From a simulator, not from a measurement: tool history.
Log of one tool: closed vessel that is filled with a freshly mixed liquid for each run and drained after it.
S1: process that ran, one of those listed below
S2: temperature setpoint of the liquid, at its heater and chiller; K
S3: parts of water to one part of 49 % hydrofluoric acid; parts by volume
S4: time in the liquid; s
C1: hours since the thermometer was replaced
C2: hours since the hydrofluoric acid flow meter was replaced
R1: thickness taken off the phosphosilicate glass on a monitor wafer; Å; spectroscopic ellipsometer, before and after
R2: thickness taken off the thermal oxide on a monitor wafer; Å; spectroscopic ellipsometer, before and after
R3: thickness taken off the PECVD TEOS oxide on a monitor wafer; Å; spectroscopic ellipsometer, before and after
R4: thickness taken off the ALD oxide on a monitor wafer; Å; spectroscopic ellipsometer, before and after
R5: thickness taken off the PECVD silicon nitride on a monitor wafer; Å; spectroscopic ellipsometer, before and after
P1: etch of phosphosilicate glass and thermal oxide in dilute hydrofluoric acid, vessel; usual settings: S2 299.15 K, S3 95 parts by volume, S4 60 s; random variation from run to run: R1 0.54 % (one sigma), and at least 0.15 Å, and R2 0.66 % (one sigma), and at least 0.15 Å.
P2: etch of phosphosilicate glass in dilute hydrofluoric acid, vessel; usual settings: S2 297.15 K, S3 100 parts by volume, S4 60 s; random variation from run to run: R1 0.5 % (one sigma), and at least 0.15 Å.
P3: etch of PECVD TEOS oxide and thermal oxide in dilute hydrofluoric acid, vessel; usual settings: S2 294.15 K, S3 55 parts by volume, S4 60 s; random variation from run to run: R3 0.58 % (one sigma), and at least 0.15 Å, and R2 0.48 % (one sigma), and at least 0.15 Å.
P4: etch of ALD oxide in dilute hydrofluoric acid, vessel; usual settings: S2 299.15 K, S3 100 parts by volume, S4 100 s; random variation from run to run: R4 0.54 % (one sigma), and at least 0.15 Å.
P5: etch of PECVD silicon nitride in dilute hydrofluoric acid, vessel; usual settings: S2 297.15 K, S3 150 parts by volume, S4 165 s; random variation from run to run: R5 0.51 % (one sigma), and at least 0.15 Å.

run 1 hour=7 | S1=P1 S2=299.15 S3=95 S4=60 | C1=302.5 C2=622.9 | R1=1334.4 R2=32.78
run 2 hour=20.7 | S1=P3 S2=294.15 S3=95 S4=60 | C1=316.2 C2=636.6 | R2=27.742 R3=108.81
run 3 hour=31.5 | S1=P4 S2=299.15 S3=100 S4=30 | C1=327 C2=647.4 | R4=84.685
run 4 hour=38.1 | S1=P1 S2=299.15 S3=95 S4=60 | C1=333.6 C2=654 | R1=1354.7 R2=33.002
run 5 hour=47.2 | S1=P2 S2=297.15 S3=100 S4=110 | C1=342.7 C2=663.1 | R1=1293.9
run 6 hour=60.8 | S1=P2 S2=297.15 S3=140 S4=60 | C1=356.3 C2=676.7 | R1=482.69
run 7 hour=67.4 | S1=P1 S2=299.15 S3=95 S4=60 | C1=362.9 C2=683.3 | R1=1340.5 R2=32.711
run 8 hour=76.1 | S1=P1 S2=299.15 S3=55 S4=60 | C1=371.6 C2=692 | R1=2472.7 R2=59.942
run 9 hour=84.9 | S1=P1 S2=294.65 S3=95 S4=60 | C1=380.4 C2=700.8 | R1=1133.7 R2=27.518
run 10 hour=93.1 | S1=P5 S2=297.15 S3=150 S4=165 | C1=388.6 C2=709 | R5=50.987
-- hour=96.4 thermometer replaced
run 11 hour=102.1 | S1=P1 S2=299.15 S3=95 S4=60 | C1=5.7 C2=718 | R1=1348.9 R2=33.057
run 12 hour=108.9 | S1=P1 S2=299.15 S3=95 S4=100 | C1=12.5 C2=724.8 | R1=2253.3 R2=55.196
run 13 hour=116.6 | S1=P3 S2=300.15 S3=55 S4=60 | C1=20.2 C2=732.5 | R2=64.618 R3=251.64
run 14 hour=130.9 | S1=P3 S2=294.15 S3=55 S4=100 | C1=34.5 C2=746.8 | R2=84.77 R3=327.82
run 15 hour=142.6 | S1=P4 S2=303.65 S3=100 S4=100 | C1=46.2 C2=758.5 | R4=334.25
run 16 hour=152.1 | S1=P1 S2=299.15 S3=95 S4=30 | C1=55.7 C2=768 | R1=674.51 R2=16.388
run 17 hour=159.6 | S1=P2 S2=291.65 S3=100 S4=60 | C1=63.2 C2=775.5 | R1=564.09
run 18 hour=171.4 | S1=P1 S2=299.15 S3=95 S4=60 | C1=75 C2=787.3 | R1=1342.3 R2=32.714
run 19 hour=181 | S1=P1 S2=299.15 S3=95 S4=60 | C1=84.6 C2=796.9 | R1=1355.4 R2=33.138
run 20 hour=189.6 | S1=P1 S2=307.15 S3=95 S4=60 | C1=93.2 C2=805.5 | R1=1821.5 R2=44.032
run 21 hour=197.8 | S1=P1 S2=299.15 S3=140 S4=105 | C1=101.4 C2=813.7 | R1=1495 R2=37.198
run 22 hour=206.7 | S1=P4 S2=299.15 S3=55 S4=100 | C1=110.3 C2=822.6 | R4=547.55
run 23 hour=218.1 | S1=P5 S2=291.15 S3=150 S4=165 | C1=121.7 C2=834 | R5=34.471
run 24 hour=225 | S1=P5 S2=297.15 S3=240 S4=165 | C1=128.6 C2=840.9 | R5=32.101
run 25 hour=235.8 | S1=P2 S2=297.15 S3=100 S4=60 | C1=139.4 C2=851.7 | R1=714.6

The next listed run, before its measurement:
run 26 hour=245.9 | S1=P5 S2=297.15 S3=150 S4=290 | C1=149.5 C2=861.8 | R5=?

R5: 89.88 Å
